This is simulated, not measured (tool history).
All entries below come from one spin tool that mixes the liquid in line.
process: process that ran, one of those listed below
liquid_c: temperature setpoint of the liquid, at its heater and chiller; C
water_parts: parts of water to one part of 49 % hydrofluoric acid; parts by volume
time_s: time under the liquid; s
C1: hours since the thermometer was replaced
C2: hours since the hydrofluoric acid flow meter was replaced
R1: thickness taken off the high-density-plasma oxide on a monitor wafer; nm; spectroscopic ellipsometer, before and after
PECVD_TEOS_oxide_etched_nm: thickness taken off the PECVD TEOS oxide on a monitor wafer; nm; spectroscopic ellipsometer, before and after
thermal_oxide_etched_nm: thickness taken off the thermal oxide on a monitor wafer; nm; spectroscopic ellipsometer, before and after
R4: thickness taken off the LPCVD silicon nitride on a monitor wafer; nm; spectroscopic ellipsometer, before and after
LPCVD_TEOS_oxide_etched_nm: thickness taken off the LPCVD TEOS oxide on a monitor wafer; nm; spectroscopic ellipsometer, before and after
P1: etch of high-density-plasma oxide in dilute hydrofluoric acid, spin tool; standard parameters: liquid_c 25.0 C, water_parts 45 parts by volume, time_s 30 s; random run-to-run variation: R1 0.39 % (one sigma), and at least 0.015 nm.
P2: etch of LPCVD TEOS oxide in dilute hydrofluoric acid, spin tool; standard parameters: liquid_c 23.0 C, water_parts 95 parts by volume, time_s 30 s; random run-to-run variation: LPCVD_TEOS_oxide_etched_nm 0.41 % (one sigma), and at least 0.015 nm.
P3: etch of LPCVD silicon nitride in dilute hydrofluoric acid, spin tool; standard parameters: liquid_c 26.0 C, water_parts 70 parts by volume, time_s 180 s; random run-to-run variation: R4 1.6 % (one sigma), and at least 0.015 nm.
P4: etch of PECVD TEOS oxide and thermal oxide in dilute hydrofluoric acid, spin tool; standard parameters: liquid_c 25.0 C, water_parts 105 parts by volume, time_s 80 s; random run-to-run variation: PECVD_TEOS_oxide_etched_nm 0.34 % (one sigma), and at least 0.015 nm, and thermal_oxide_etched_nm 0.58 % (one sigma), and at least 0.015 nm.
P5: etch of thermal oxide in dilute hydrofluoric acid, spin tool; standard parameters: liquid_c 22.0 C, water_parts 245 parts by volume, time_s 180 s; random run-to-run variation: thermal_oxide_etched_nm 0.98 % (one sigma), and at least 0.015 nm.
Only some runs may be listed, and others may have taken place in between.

Run 1, hour 14.3: process P1, liquid_c 25.0 C, water_parts 45 parts by volume, time_s 30 s; C1 358.9; C2 787.2. Result: R1 8.3454 nm.
Run 2, hour 26.8: process P4, liquid_c 29.5 C, water_parts 105 parts by volume, time_s 80 s; C1 371.4; C2 799.7. Result: PECVD_TEOS_oxide_etched_nm 11.6140 nm, thermal_oxide_etched_nm 4.24710 nm.
At hour 37.1: thermometer replaced.
Run 3, hour 39.4: process P1, liquid_c 25.0 C, water_parts 65 parts by volume, time_s 15 s; C1 2.3; C2 812.3. Result: R1 2.8366 nm.
Run 4, hour 52.1: process P5, liquid_c 22.0 C, water_parts 245 parts by volume, time_s 180 s; C1 15.0; C2 825.0. Result: thermal_oxide_etched_nm 2.85850 nm.
Run 5, hour 62.4: process P1, liquid_c 25.0 C, water_parts 45 parts by volume, time_s 30 s; C1 25.3; C2 835.3. Result: R1 8.4028 nm.
Run 6, hour 75.8: process P4, liquid_c 25.0 C, water_parts 105 parts by volume, time_s 15 s; C1 38.7; C2 848.7. Result: PECVD_TEOS_oxide_etched_nm 1.8517 nm, thermal_oxide_etched_nm 0.67336 nm.
Run 7, hour 82.2: process P1, liquid_c 25.0 C, water_parts 25 parts by volume, time_s 30 s; C1 45.1; C2 855.1. Result: R1 15.5590 nm.
Run 8, hour 96.2: process P3, liquid_c 26.0 C, water_parts 70 parts by volume, time_s 180 s; C1 59.1; C2 869.1. Result: R4 1.5634 nm.
Run 9, hour 103.0: process P2, liquid_c 23.0 C, water_parts 95 parts by volume, time_s 55 s; C1 65.9; C2 875.9. Result: LPCVD_TEOS_oxide_etched_nm 19.4930 nm.
Run 10, hour 116.4: process P5, liquid_c 22.0 C, water_parts 245 parts by volume, time_s 15 s; C1 79.3; C2 889.3. Result: thermal_oxide_etched_nm 0.23503 nm.
Run 11, hour 127.7: process P5, liquid_c 22.0 C, water_parts 85 parts by volume, time_s 180 s; C1 90.6; C2 900.6. Result: thermal_oxide_etched_nm 9.69420 nm.
Run 12, hour 141.5: process P3, liquid_c 26.0 C, water_parts 70 parts by volume, time_s 350 s; C1 104.4; C2 914.4. Result: R4 3.1094 nm.
Run 13, hour 148.9: process P1, liquid_c 25.0 C, water_parts 45 parts by volume, time_s 30 s; C1 111.8; C2 921.8. Result: R1 8.3821 nm.
Run 14, hour 163.0: process P5, liquid_c 17.0 C, water_parts 245 parts by volume, time_s 180 s; C1 125.9; C2 935.9. Result: thermal_oxide_etched_nm 2.32790 nm.
Run 15, hour 176.2: process P3, liquid_c 20.5 C, water_parts 70 parts by volume, time_s 180 s; C1 139.1; C2 949.1. Result: R4 1.0801 nm.
Run 16, hour 185.6: process P4, liquid_c 25.0 C, water_parts 30 parts by volume, time_s 80 s; C1 148.5; C2 958.5. Result: PECVD_TEOS_oxide_etched_nm 38.1740 nm, thermal_oxide_etched_nm 13.88300 nm.
Run 17, hour 193.6: process P5, liquid_c 22.0 C, water_parts 245 parts by volume, time_s 180 s; C1 156.5; C2 966.5. Result: thermal_oxide_etched_nm 2.81240 nm.
Run 18, hour 201.4: process P1, liquid_c 25.0 C, water_parts 45 parts by volume, time_s 50 s; C1 164.3; C2 974.3. Result: R1 14.0310 nm.
Run 19, hour 209.9: process P3, liquid_c 26.0 C, water_parts 100 parts by volume, time_s 180 s; C1 172.8; C2 982.8. Result: R4 1.1064 nm.
Run 20, hour 218.8: process P1, liquid_c 17.5 C, water_parts 45 parts by volume, time_s 30 s; C1 181.7; C2 991.7. Result: R1 6.0963 nm.
Run 21, hour 230.4: process P1, liquid_c 29.5 C, water_parts 45 parts by volume, time_s 30 s; C1 193.3; C2 1003.3. Result: R1 10.0370 nm.
Run 22, hour 242.3: process P2, liquid_c 23.0 C, water_parts 35 parts by volume, time_s 30 s; C1 205.2; C2 1015.2. Result: LPCVD_TEOS_oxide_etched_nm 30.8640 nm.
Run 23, hour 256.3: process P2, liquid_c 23.0 C, water_parts 95 parts by volume, time_s 30 s; C1 219.2; C2 1029.2. Result: LPCVD_TEOS_oxide_etched_nm 10.6140 nm.
Run 24, hour 268.5: process P1, liquid_c 25.0 C, water_parts 65 parts by volume, time_s 30 s; C1 231.4; C2 1041.4. Result: R1 5.6931 nm.
Run 25, hour 281.8: process P2, liquid_c 17.0 C, water_parts 95 parts by volume, time_s 30 s; C1 244.7; C2 1054.7. Result: LPCVD_TEOS_oxide_etched_nm 8.3296 nm.
Run 26, hour 291.0: process P2, liquid_c 23.0 C, water_parts 95 parts by volume, time_s 30 s; C1 253.9; C2 1063.9. Result: LPCVD_TEOS_oxide_etched_nm 10.5810 nm.
Run 27, hour 299.4: process P1, liquid_c 25.0 C, water_parts 45 parts by volume, time_s 30 s; C1 262.3; C2 1072.3. Result: R1 8.4215 nm.
Run 28, hour 311.2: process P1, liquid_c 25.0 C, water_parts 45 parts by volume, time_s 15 s; C1 274.1; C2 1084.1. Result: R1 4.1626 nm.
Run 29, hour 319.6: process P4, liquid_c 25.0 C, water_parts 105 parts by volume, time_s 80 s; C1 282.5; C2 1092.5. Result: PECVD_TEOS_oxide_etched_nm 9.8743 nm, thermal_oxide_etched_nm 3.61210 nm.
Run 30, hour 332.8: process P1, liquid_c 25.0 C, water_parts 20 parts by volume, time_s 15 s; C1 295.7; C2 1105.7. Result: R1 9.8474 nm.
Run 31, hour 341.9: process P1, liquid_c 25.0 C, water_parts 45 parts by volume, time_s 30 s; C1 304.8; C2 1114.8. Result: R1 8.4057 nm.
Run 32, hour 355.3: process P3, liquid_c 26.0 C, water_parts 70 parts by volume, time_s 180 s; C1 318.2; C2 1128.2. Result: R4 1.5743 nm.
Run 33, hour 363.5: process P1, liquid_c 25.0 C, water_parts 45 parts by volume, time_s 30 s; C1 326.4; C2 1136.4. Result: R1 8.4389 nm.
Run 34, hour 371.6: process P1, liquid_c 25.0 C, water_parts 45 parts by volume, time_s 30 s; C1 334.5; C2 1144.5. Result: R1 8.1406 nm.
Run 35, hour 378.9: process P1, liquid_c 25.0 C, water_parts 45 parts by volume, time_s 30 s; C1 341.8; C2 1151.8. Result: R1 8.0103 nm.
Run 36, hour 387.1: process P1, liquid_c 25.0 C, water_parts 45 parts by volume, time_s 30 s; C1 350.0; C2 1160.0. Result: R1 7.8930 nm.
Run 37, hour 395.3: process P1, liquid_c 25.0 C, water_parts 45 parts by volume, time_s 30 s; C1 358.2; C2 1168.2. Result: R1 7.8157 nm.
Run 38, hour 402.9: process P1, liquid_c 25.0 C, water_parts 45 parts by volume, time_s 30 s; C1 365.8; C2 1175.8. Result: R1 7.7451 nm.
Run 39, hour 416.1: process P1, liquid_c 25.0 C, water_parts 45 parts by volume, time_s 30 s; C1 379.0; C2 1189.0. Result: R1 7.7078 nm.
Run 40, hour 422.5: process P1, liquid_c 25.0 C, water_parts 45 parts by volume, time_s 30 s; C1 385.4; C2 1195.4. Result: R1 7.6756 nm.
Run 41, hour 431.1: process P1, liquid_c 25.0 C, water_parts 45 parts by volume, time_s 30 s; C1 394.0; C2 1204.0. Result: R1 7.6201 nm.
Run 42, hour 444.7: process P1, liquid_c 25.0 C, water_parts 45 parts by volume, time_s 30 s; C1 407.6; C2 1217.6. Result: R1 7.6558 nm.

What P1 gives has crept off from where it sat before. The 2 causes that follow fit the log equally well, each at the size noted:
A: liquid colder than its thermometer reads (K) = 2.25
B: hydrofluoric acid flow below the setpoint (%) = 8.36
The gradual shift began around hour 363.5.

The list below offers 4 check runs, each averaging the results of 5 wafers, and shows each result as a question mark. For which of them would the listed causes give clearly different results?
Run check 1, hour 458.3: process P5, liquid_c 18.5 C, water_parts 90 parts by volume, time_s 180 s. Result: thermal_oxide_etched_nm ?.
Run check 2, hour 458.3: process P3, liquid_c 21.0 C, water_parts 70 parts by volume, time_s 335 s. Result: R4 ?.
Run check 3, hour 458.3: process P4, liquid_c 25.0 C, water_parts 30 parts by volume, time_s 50 s. Result: PECVD_TEOS_oxide_etched_nm ?, thermal_oxide_etched_nm ?.
Run check 4, hour 458.3: process P2, liquid_c 19.0 C, water_parts 95 parts by volume, time_s 45 s. Result: LPCVD_TEOS_oxide_etched_nm ?.

If the cause were each of the candidates in turn, the checks would give the following:
  check                      result     if A     if B
check 1     thermal_oxide_etched_nm  7.12910  7.12160
check 2                          R4   1.7669   1.8946
check 3  PECVD_TEOS_oxide_etched_nm  21.5940  21.6600
check 3     thermal_oxide_etched_nm  7.91610  7.94020
check 4  LPCVD_TEOS_oxide_etched_nm  12.2970  12.2690
Smallest distance between any two causes, each pair judged by its most separating result, in per cent: check 1 0.1 %; check 2 6.98 %; check 3 0.3 %; check 4 0.23 %
Of the check runs offered, only check 2 discriminates between the causes; the rest would read about the same regardless of which cause applies.

Check 2 was then run and gave: R4 1.7906 nm. Which cause is it?

Of the candidate causes, it is A: liquid colder than its thermometer reads (K).

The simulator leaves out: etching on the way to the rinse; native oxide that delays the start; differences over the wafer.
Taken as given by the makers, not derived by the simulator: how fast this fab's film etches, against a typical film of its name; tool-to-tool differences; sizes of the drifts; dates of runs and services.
